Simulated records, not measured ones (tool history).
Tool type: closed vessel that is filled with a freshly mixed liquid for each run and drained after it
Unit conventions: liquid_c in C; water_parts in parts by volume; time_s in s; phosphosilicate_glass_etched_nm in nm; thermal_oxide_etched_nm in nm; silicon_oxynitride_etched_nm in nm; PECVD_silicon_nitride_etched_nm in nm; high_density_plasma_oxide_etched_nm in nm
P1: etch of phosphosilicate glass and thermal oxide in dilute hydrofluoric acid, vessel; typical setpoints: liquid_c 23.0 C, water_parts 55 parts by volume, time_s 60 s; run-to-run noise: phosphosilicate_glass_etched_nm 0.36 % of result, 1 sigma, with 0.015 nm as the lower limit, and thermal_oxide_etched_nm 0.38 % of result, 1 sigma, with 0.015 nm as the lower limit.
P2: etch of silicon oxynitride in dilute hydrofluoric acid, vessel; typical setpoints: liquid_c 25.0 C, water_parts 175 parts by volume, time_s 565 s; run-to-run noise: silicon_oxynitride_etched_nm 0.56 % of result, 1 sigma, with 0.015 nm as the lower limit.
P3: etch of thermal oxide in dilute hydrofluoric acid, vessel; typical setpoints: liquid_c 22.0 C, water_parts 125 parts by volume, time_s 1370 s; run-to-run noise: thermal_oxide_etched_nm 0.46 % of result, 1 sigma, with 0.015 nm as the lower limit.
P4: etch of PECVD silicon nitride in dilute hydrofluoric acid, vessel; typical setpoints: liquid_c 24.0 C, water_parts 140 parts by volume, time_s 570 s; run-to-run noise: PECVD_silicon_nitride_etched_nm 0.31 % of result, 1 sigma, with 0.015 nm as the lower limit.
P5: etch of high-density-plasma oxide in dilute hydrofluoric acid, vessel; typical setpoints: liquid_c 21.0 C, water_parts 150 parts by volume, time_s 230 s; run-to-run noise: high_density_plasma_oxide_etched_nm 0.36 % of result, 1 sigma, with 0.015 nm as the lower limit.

| run | hour | process | liquid_c | water_parts | time_s | hours since the thermometer was replaced | hours since the hydrofluoric acid flow meter was replaced | phosphosilicate_glass_etched_nm | thermal_oxide_etched_nm | silicon_oxynitride_etched_nm | PECVD_silicon_nitride_etched_nm | high_density_plasma_oxide_etched_nm |
|---|---|---|---|---|---|---|---|---|---|---|---|---|
| 1 | 8.5 | P1 | 23.0 | 55 | 60 | 259.5 | 549.6 | 113.750 | 5.5796 |  |  |  |
| 2 | 17.0 | P1 | 23.0 | 55 | 60 | 268.0 | 558.1 | 113.540 | 5.5917 |  |  |  |
| 3 | 29.7 | P1 | 30.0 | 55 | 60 | 280.7 | 570.8 | 150.990 | 7.4957 |  |  |  |
| 4 | 35.9 | P1 | 17.0 | 55 | 100 | 286.9 | 577.0 | 146.940 | 7.2641 |  |  |  |
| 5 | 49.2 | P1 | 23.0 | 55 | 95 | 300.2 | 590.3 | 178.800 | 8.9408 |  |  |  |
| 6 | 62.1 | P2 | 32.0 | 175 | 565 | 313.1 | 603.2 |  |  | 20.6630 |  |  |
| 7 | 68.2 | P1 | 23.0 | 35 | 115 | 319.2 | 609.3 | 350.260 | 17.3720 |  |  |  |
| 8 | 81.1 | P1 | 23.0 | 55 | 60 | 332.1 | 622.2 | 113.660 | 5.5873 |  |  |  |
| 9 | 92.4 | P2 | 25.0 | 175 | 1050 | 343.4 | 633.5 |  |  | 28.2940 |  |  |
| 10 | 98.8 | P1 | 30.5 | 30 | 60 | 349.8 | 639.9 | 294.280 | 14.3910 |  |  |  |
| 11 | 109.1 | P4 | 24.0 | 140 | 305 | 360.1 | 650.2 |  |  |  | 8.2718 |  |
| 12 | 116.5 | P1 | 23.0 | 55 | 60 | 367.5 | 657.6 | 114.510 | 5.6175 |  |  |  |
| 13 | 123.6 | P5 | 21.0 | 80 | 230 | 374.6 | 664.7 |  |  |  |  | 23.5370 |
| 14 | 136.0 | P1 | 23.0 | 55 | 30 | 387.0 | 677.1 | 56.904 | 2.8123 |  |  |  |
| 15 | 143.5 | P2 | 25.0 | 285 | 565 | 394.5 | 684.6 |  |  | 8.7687 |  |  |
| 16 | 156.0 | P5 | 17.0 | 150 | 230 | 407.0 | 697.1 |  |  |  |  | 9.8704 |
| 17 | 165.9 | P4 | 24.0 | 240 | 570 | 416.9 | 707.0 |  |  |  | 9.0535 |  |
| 18 | 175.9 | P1 | 17.0 | 55 | 60 | 426.9 | 717.0 | 88.110 | 4.3148 |  |  |  |
| 19 | 187.3 | P3 | 28.5 | 125 | 1370 | 438.3 | 728.4 |  | 62.1610 |  |  |  |
| 20 | 197.7 | P1 | 23.0 | 20 | 60 | 448.7 | 738.8 | 327.110 | 16.2020 |  |  |  |
| 21 | 211.0 | P4 | 18.0 | 140 | 570 | 462.0 | 752.1 |  |  |  | 10.4150 |  |
| 22 | 223.9 | P1 | 23.0 | 55 | 60 | 474.9 | 765.0 | 113.470 | 5.5872 |  |  |  |
| 23 | 230.9 | P1 | 23.0 | 55 | 60 | 481.9 | 772.0 | 114.340 | 5.6272 |  |  |  |
| 24 | 243.2 | P3 | 22.0 | 125 | 1370 | 494.2 | 784.3 |  | 48.6940 |  |  |  |
| 25 | 255.0 | P4 | 24.0 | 140 | 570 | 506.0 | 796.1 |  |  |  | 15.5000 |  |
| 26 | 268.2 | P5 | 21.0 | 150 | 230 | 519.2 | 809.3 |  |  |  |  | 11.6870 |
| 27 | 281.3 | P3 | 22.0 | 125 | 1370 | 532.3 | 822.4 |  | 48.0790 |  |  |  |
| 28 | 289.6 | P5 | 21.0 | 150 | 465 | 540.6 | 830.7 |  |  |  |  | 23.6490 |
| 29 | 300.3 | P5 | 21.0 | 150 | 230 | 551.3 | 841.4 |  |  |  |  | 11.7360 |
| 30 | 308.9 | P3 | 22.0 | 125 | 2180 | 559.9 | 850.0 |  | 77.3130 |  |  |  |
| 31 | 319.8 | P1 | 23.0 | 85 | 60 | 570.8 | 860.9 | 70.343 | 3.4585 |  |  |  |
| 32 | 331.2 | P2 | 25.0 | 175 | 565 | 582.2 | 872.3 |  |  | 15.1890 |  |  |
| 33 | 338.6 | P3 | 22.0 | 205 | 1370 | 589.6 | 879.7 |  | 27.0470 |  |  |  |
| 34 | 346.4 | P1 | 23.0 | 55 | 60 | 597.4 | 887.5 | 112.960 | 5.6526 |  |  |  |
| 35 | 352.9 | P1 | 23.0 | 55 | 60 | 603.9 | 894.0 | 111.920 | 5.5214 |  |  |  |
| 36 | 363.1 | P1 | 23.0 | 55 | 60 | 614.1 | 904.2 | 109.570 | 5.4307 |  |  |  |
| 37 | 370.9 | P1 | 23.0 | 55 | 60 | 621.9 | 912.0 | 108.450 | 5.3558 |  |  |  |
| 38 | 383.8 | P1 | 23.0 | 55 | 60 | 634.8 | 924.9 | 107.430 | 5.2484 |  |  |  |
| 39 | 395.0 | P1 | 23.0 | 55 | 60 | 646.0 | 936.1 | 106.500 | 5.2868 |  |  |  |
| 40 | 405.2 | P1 | 23.0 | 55 | 60 | 656.2 | 946.3 | 106.780 | 5.2279 |  |  |  |
| 41 | 412.5 | P1 | 23.0 | 55 | 60 | 663.5 | 953.6 | 106.250 | 5.2068 |  |  |  |
| 42 | 419.5 | P1 | 23.0 | 55 | 60 | 670.5 | 960.6 | 106.070 | 5.2378 |  |  |  |
| 43 | 426.3 | P1 | 23.0 | 55 | 60 | 677.3 | 967.4 | 105.630 | 5.2778 |  |  |  |
| 44 | 436.9 | P1 | 23.0 | 55 | 60 | 687.9 | 978.0 | 106.900 | 5.2307 |  |  |  |

P1 has crept away from where it was. The log is fitted equally well by each of these 2 causes, at the sizes shown:
A: hydrofluoric acid flow below the setpoint (%) = 6.23
B: liquid colder than its thermometer reads (K) = 1.66
The creep began at about hour 346.4.

4 check runs are offered, one wafer each, their results left as question marks. Which one tells the causes apart?
| check 1 | 447.5 | P3 | 22.0 | 125 | 1370 |  |  |  | ? |  |  |  |
| check 2 | 447.5 | P4 | 24.0 | 140 | 570 |  |  |  |  |  | ? |  |
| check 3 | 447.5 | P2 | 25.0 | 175 | 565 |  |  |  |  | ? |  |  |
| check 4 | 447.5 | P5 | 21.0 | 150 | 230 |  |  |  |  |  |  | ? |

Predicted outcomes, by check and by cause:
| check | result | if A | if B |
|---|---|---|---|
| check 1 | thermal_oxide_etched_nm | 45.0220 | 45.3490 |
| check 2 | PECVD_silicon_nitride_etched_nm | 14.5360 | 13.9000 |
| check 3 | silicon_oxynitride_etched_nm | 14.2300 | 14.2100 |
| check 4 | high_density_plasma_oxide_etched_nm | 10.8250 | 10.9230 |
Smallest distance between any two causes, each pair judged by its most separating result, in per cent: check 1 0.72 %; check 2 4.47 %; check 3 0.14 %; check 4 0.9 %
Check 2 tells the causes apart: in the others they would give nearly the same result.

Check 2 was carried out, with these results: PECVD_silicon_nitride_etched_nm 14.5670 nm. Which of the listed causes is responsible?

A is the cause: hydrofluoric acid flow below the setpoint (%).

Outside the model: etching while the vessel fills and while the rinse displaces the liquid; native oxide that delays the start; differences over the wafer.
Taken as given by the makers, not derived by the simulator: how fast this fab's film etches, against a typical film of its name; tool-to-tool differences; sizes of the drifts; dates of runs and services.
